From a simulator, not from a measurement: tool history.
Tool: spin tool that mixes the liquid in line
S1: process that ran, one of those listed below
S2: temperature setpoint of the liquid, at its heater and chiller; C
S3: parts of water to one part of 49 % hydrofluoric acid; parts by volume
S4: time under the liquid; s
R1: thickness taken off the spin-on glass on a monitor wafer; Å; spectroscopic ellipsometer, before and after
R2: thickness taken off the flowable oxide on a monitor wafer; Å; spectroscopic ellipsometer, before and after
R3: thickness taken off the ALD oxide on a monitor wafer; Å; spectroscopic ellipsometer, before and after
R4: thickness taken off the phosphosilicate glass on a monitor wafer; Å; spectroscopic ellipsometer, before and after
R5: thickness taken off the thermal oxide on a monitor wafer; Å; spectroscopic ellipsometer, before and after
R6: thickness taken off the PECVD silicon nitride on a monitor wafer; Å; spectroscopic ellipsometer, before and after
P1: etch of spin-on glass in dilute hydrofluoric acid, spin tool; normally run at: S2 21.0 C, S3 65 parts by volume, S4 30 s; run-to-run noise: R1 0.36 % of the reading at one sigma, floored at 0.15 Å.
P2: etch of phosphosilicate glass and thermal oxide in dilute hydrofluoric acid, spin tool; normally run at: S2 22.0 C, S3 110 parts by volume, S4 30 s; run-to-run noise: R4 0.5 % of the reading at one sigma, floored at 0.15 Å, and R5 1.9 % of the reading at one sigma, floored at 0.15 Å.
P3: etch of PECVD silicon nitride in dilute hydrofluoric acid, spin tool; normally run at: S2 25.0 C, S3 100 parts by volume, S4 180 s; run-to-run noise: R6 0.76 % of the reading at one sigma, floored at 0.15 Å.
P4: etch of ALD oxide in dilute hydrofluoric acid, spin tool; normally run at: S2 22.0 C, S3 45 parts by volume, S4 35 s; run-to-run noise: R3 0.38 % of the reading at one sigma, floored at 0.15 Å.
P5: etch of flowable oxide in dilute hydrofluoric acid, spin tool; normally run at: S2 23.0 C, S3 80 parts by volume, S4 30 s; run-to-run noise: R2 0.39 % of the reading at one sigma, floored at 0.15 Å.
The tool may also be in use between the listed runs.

run 1 hour=11.5 | S1=P1 S2=21.0 S3=65 S4=30 | R1=199.650
run 2 hour=17.0 | S1=P5 S2=23.0 S3=80 S4=60 | R2=353.860
run 3 hour=28.4 | S1=P4 S2=22.0 S3=45 S4=15 | R3=50.159
run 4 hour=36.6 | S1=P1 S2=17.0 S3=65 S4=30 | R1=168.250
run 5 hour=43.8 | S1=P4 S2=17.5 S3=45 S4=35 | R3=96.212
run 6 hour=50.8 | S1=P1 S2=21.0 S3=95 S4=30 | R1=131.550
run 7 hour=59.8 | S1=P1 S2=21.0 S3=65 S4=30 | R1=198.190
run 8 hour=71.3 | S1=P4 S2=22.0 S3=45 S4=35 | R3=116.490
run 9 hour=82.1 | S1=P1 S2=25.0 S3=65 S4=30 | R1=234.380
run 10 hour=92.7 | S1=P2 S2=22.0 S3=165 S4=30 | R4=202.43 R5=7.7011
run 11 hour=98.3 | S1=P1 S2=21.0 S3=40 S4=30 | R1=335.210
run 12 hour=108.9 | S1=P5 S2=23.0 S3=80 S4=30 | R2=178.810
run 13 hour=117.4 | S1=P2 S2=22.0 S3=110 S4=15 | R4=159.49 R5=5.9316
run 14 hour=127.5 | S1=P5 S2=23.0 S3=80 S4=30 | R2=178.170
run 15 hour=138.8 | S1=P1 S2=21.0 S3=65 S4=30 | R1=200.310
run 16 hour=149.1 | S1=P3 S2=19.0 S3=100 S4=180 | R6=23.694
run 17 hour=158.2 | S1=P1 S2=27.0 S3=65 S4=50 | R1=422.270
run 18 hour=169.6 | S1=P1 S2=21.0 S3=65 S4=15 | R1=99.824
run 19 hour=180.4 | S1=P2 S2=27.5 S3=110 S4=30 | R4=397.44 R5=14.7230
run 20 hour=191.3 | S1=P4 S2=22.0 S3=25 S4=35 | R3=215.030
run 21 hour=201.0 | S1=P3 S2=25.0 S3=100 S4=290 | R6=58.029
run 22 hour=207.3 | S1=P1 S2=21.0 S3=65 S4=50 | R1=330.710
run 23 hour=215.3 | S1=P5 S2=28.0 S3=80 S4=30 | R2=217.580
run 24 hour=221.9 | S1=P5 S2=23.0 S3=145 S4=30 | R2=90.545
run 25 hour=227.3 | S1=P1 S2=21.0 S3=65 S4=30 | R1=198.930
run 26 hour=237.6 | S1=P3 S2=25.0 S3=25 S4=180 | R6=140.060
run 27 hour=248.2 | S1=P3 S2=25.0 S3=100 S4=180 | R6=35.588
run 28 hour=254.5 | S1=P2 S2=22.0 S3=110 S4=30 | R4=321.35 R5=12.0260
run 29 hour=265.5 | S1=P1 S2=21.0 S3=65 S4=30 | R1=199.750
run 30 hour=273.2 | S1=P1 S2=21.0 S3=65 S4=30 | R1=206.210
run 31 hour=281.9 | S1=P1 S2=21.0 S3=65 S4=30 | R1=207.800
run 32 hour=290.0 | S1=P1 S2=21.0 S3=65 S4=30 | R1=210.850
run 33 hour=295.1 | S1=P1 S2=21.0 S3=65 S4=30 | R1=209.690
run 34 hour=303.2 | S1=P1 S2=21.0 S3=65 S4=30 | R1=211.330
run 35 hour=311.4 | S1=P1 S2=21.0 S3=65 S4=30 | R1=211.530
run 36 hour=316.8 | S1=P1 S2=21.0 S3=65 S4=30 | R1=213.780

The output of P1 has drifted from where it used to be. Each of the 2 causes below, taken at the size shown beside it, accounts for the log equally well:
A: liquid hotter than its thermometer reads (K) = 1.54
B: hydrofluoric acid flow above the setpoint (%) = 6.1
The onset of the drift is placed at about hour 265.5.

Which of the check runs below tells the causes apart, meaning the causes would give it clearly different results? Each run uses 3 wafers whose results are averaged, and each result is shown as a question mark.
run check 1 hour=322.2 | S1=P2 S2=22.0 S3=110 S4=30 | R4=? R5=?
run check 2 hour=322.2 | S1=P5 S2=23.0 S3=80 S4=30 | R2=?
run check 3 hour=322.2 | S1=P3 S2=25.0 S3=100 S4=180 | R6=?
run check 4 hour=322.2 | S1=P4 S2=22.0 S3=45 S4=35 | R3=?

What every check run would give for each of its results, assuming each possible cause in turn:
check=check_1 result=R4 if_A=340.98 if_B=342.76
check=check_1 result=R5 if_A=12.6450 if_B=12.7120
check=check_2 result=R2 if_A=189.630 if_B=190.180
check=check_3 result=R6 if_A=39.472 if_B=37.870
check=check_4 result=R3 if_A=124.320 if_B=124.110
Per-check spread between the two closest causes, in the result where they differ most: check 1 0.52 %; check 2 0.29 %; check 3 4.14 %; check 4 0.17 %
Only check 3 tells the causes apart: in the others they would give nearly the same result.

Here is what check 3 returned: R6 37.686 Å. Which cause is it?

It was cause B: hydrofluoric acid flow above the setpoint (%).
